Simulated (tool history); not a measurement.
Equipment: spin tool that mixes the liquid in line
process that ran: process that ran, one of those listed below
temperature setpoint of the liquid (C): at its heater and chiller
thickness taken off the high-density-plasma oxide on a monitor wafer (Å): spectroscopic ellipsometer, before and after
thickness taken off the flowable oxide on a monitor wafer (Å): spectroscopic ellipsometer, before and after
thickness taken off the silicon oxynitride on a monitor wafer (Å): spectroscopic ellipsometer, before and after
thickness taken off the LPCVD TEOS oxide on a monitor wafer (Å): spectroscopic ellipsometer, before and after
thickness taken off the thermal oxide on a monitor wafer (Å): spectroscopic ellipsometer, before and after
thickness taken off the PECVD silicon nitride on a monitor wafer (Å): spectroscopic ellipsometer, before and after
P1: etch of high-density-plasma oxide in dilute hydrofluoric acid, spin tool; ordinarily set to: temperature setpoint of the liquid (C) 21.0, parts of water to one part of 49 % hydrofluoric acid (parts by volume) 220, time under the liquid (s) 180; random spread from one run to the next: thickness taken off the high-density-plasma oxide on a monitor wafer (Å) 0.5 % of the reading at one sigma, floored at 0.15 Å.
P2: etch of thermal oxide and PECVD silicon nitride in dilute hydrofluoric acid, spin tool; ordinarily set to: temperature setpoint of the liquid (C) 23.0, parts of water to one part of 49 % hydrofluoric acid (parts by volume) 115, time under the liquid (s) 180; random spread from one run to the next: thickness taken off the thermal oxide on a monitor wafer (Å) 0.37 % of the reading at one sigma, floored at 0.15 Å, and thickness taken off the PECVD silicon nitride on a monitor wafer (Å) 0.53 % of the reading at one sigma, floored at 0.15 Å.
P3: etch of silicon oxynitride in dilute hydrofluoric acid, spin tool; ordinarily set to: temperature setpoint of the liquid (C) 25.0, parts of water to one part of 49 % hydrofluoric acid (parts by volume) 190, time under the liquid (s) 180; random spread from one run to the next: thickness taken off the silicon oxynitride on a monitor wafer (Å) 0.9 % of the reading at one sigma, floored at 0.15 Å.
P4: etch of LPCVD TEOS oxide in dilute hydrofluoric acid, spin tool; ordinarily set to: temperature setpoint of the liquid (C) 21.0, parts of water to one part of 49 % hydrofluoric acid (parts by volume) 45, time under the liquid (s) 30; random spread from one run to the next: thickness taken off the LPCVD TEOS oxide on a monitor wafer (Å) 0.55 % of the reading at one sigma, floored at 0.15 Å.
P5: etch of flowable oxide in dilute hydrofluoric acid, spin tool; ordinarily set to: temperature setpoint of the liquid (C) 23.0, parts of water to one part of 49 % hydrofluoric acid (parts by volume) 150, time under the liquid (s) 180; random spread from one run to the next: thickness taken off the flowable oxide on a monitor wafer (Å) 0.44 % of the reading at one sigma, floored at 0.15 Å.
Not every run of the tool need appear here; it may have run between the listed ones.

run   hour  process that ran  temperature setpoint of the liquid (C)  parts of water to one part of 49 % hydrofluoric acid (parts by volume)  time under the liquid (s)  thickness taken off the high-density-plasma oxide on a monitor wafer (Å)  thickness taken off the flowable oxide on a monitor wafer (Å)  thickness taken off the silicon oxynitride on a monitor wafer (Å)  thickness taken off the LPCVD TEOS oxide on a monitor wafer (Å)  thickness taken off the thermal oxide on a monitor wafer (Å)  thickness taken off the PECVD silicon nitride on a monitor wafer (Å)
  1    9.5                P1                                    21.0                                                                     220                        180                                                                   46.5480
  2   19.1                P1                                    21.0                                                                     220                        180                                                                   46.5330
  3   34.2                P5                                    23.0                                                                     150                        180                                                                                                                                   433.61
  4   48.3                P1                                    24.5                                                                     220                        345                                                                  102.0100
  5   62.0                P1                                    21.0                                                                      60                         65                                                                   73.0170
  6   74.2                P1                                    17.0                                                                     220                        180                                                                   39.6200
  7   85.8                P3                                    25.0                                                                     290                        180                                                                                                                                                                                                      17.576
  8   99.5                P4                                    21.0                                                                      80                         30                                                                                                                                                                                                                                                                      104.660
  9  112.2                P2                                    23.0                                                                     115                        180                                                                                                                                                                                                                                                                                                                                     69.765                                                                83.075
 10  126.1                P3                                    25.0                                                                     190                        270                                                                                                                                                                                                      43.886
 11  137.9                P1                                    21.0                                                                     220                        180                                                                   46.6440
 12  148.8                P5                                    23.0                                                                     265                        180                                                                                                                                   217.94
 13  160.7                P2                                    23.0                                                                     115                         45                                                                                                                                                                                                                                                                                                                                     17.629                                                                20.439
 14  176.1                P3                                    25.0                                                                     190                        180                                                                                                                                                                                                      29.171
 15  186.3                P5                                    23.0                                                                     150                        365                                                                                                                                   878.64
 16  194.8                P2                                    23.0                                                                      25                        180                                                                                                                                                                                                                                                                                                                                    361.040                                                               365.620
 17  203.1                P1                                    17.0                                                                     220                         45                                                                    9.9162
 18  216.2                P4                                    21.0                                                                      45                         30                                                                                                                                                                                                                                                                      191.160
 19  224.5                P1                                    21.0                                                                     220                        180                                                                   47.0960
 20  236.4                P3                                    33.0                                                                     190                        180                                                                                                                                                                                                      40.864
 21  245.0                P1                                    27.0                                                                     220                        180                                                                   57.8600
 22  255.7                P1                                    21.0                                                                     220                         15                                                                    4.0147
 23  262.4                P4                                    21.0                                                                      45                         15                                                                                                                                                                                                                                                                       98.205
 24  274.8                P1                                    21.0                                                                      40                        180                                                                  314.6700
 25  284.1                P1                                    21.0                                                                     220                        180                                                                   46.7510
 26  291.9                P4                                    21.0                                                                      45                         30                                                                                                                                                                                                                                                                      194.020
 27  304.5                P1                                    21.0                                                                     350                        180                                                                   26.2250
 28  312.4                P4                                    29.0                                                                      45                         30                                                                                                                                                                                                                                                                      268.920
 29  323.5                P1                                    21.0                                                                     220                        290                                                                   75.6130
 30  338.0                P5                                    19.0                                                                     150                        180                                                                                                                                   372.02
 31  349.8                P3                                    25.0                                                                     190                        180                                                                                                                                                                                                      29.269
 32  362.1                P2                                    29.0                                                                     115                        180                                                                                                                                                                                                                                                                                                                                     87.859                                                               122.510
 33  369.8                P2                                    23.0                                                                     115                        180                                                                                                                                                                                                                                                                                                                                     69.329                                                                82.540
 34  380.1                P1                                    21.0                                                                     220                        180                                                                   46.9080
 35  392.4                P1                                    21.0                                                                     220                        180                                                                   46.1300
 36  400.8                P1                                    21.0                                                                     220                        180                                                                   47.5420
 37  410.9                P1                                    21.0                                                                     220                        180                                                                   48.4270
 38  420.7                P1                                    21.0                                                                     220                        180                                                                   48.2430
 39  430.0                P1                                    21.0                                                                     220                        180                                                                   49.3090
 40  445.4                P1                                    21.0                                                                     220                        180                                                                   50.0140
 41  453.0                P1                                    21.0                                                                     220                        180                                                                   50.1670
 42  465.4                P1                                    21.0                                                                     220                        180                                                                   49.3380
 43  477.0                P1                                    21.0                                                                     220                        180                                                                   49.3020
 44  484.5                P1                                    21.0                                                                     220                        180                                                                   50.1090
 45  494.0                P1                                    21.0                                                                     220                        180                                                                   49.6750

The output of P1 has drifted from where it used to be. Each of the 2 causes below, taken at the size shown beside it, accounts for the log equally well:
A: hydrofluoric acid flow above the setpoint (%) = 5.29
B: liquid hotter than its thermometer reads (K) = 1.68
The creep began at about hour 392.4.

Which of the 4 check runs listed below separates the causes, so that each cause would produce a clearly different result? Each run uses one wafer, and its results are marked with question marks.
check 1  503.5                P5                                    23.0                                                                     250                        300                                                                                                                                        ?
check 2  503.5                P4                                    28.5                                                                      45                         30                                                                                                                                                                                                                                                                            ?
check 3  503.5                P2                                    23.0                                                                     115                         80                                                                                                                                                                                                                                                                                                                                          ?                                                                     ?
check 4  503.5                P3                                    31.5                                                                     190                        180                                                                                                                                                                                                           ?

Predicted outcomes, by check and by cause:
  check                                                                result     if A     if B
check 1         thickness taken off the flowable oxide on a monitor wafer (Å)   416.79   415.17
check 2       thickness taken off the LPCVD TEOS oxide on a monitor wafer (Å)  278.860  282.140
check 3          thickness taken off the thermal oxide on a monitor wafer (Å)   32.890   33.140
check 3  thickness taken off the PECVD silicon nitride on a monitor wafer (Å)   38.585   40.945
check 4     thickness taken off the silicon oxynitride on a monitor wafer (Å)   40.659   41.002
Smallest distance between any two causes, each pair judged by its most separating result, in per cent: check 1 0.39 %; check 2 1.17 %; check 3 5.94 %; check 4 0.84 %
Of the check runs offered, only check 3 discriminates between the causes; the rest would read about the same regardless of which cause applies.

Check 3 was then run and gave: thickness taken off the thermal oxide on a monitor wafer (Å) 32.826; thickness taken off the PECVD silicon nitride on a monitor wafer (Å) 38.862. Which cause is it?

A is the cause: hydrofluoric acid flow above the setpoint (%).
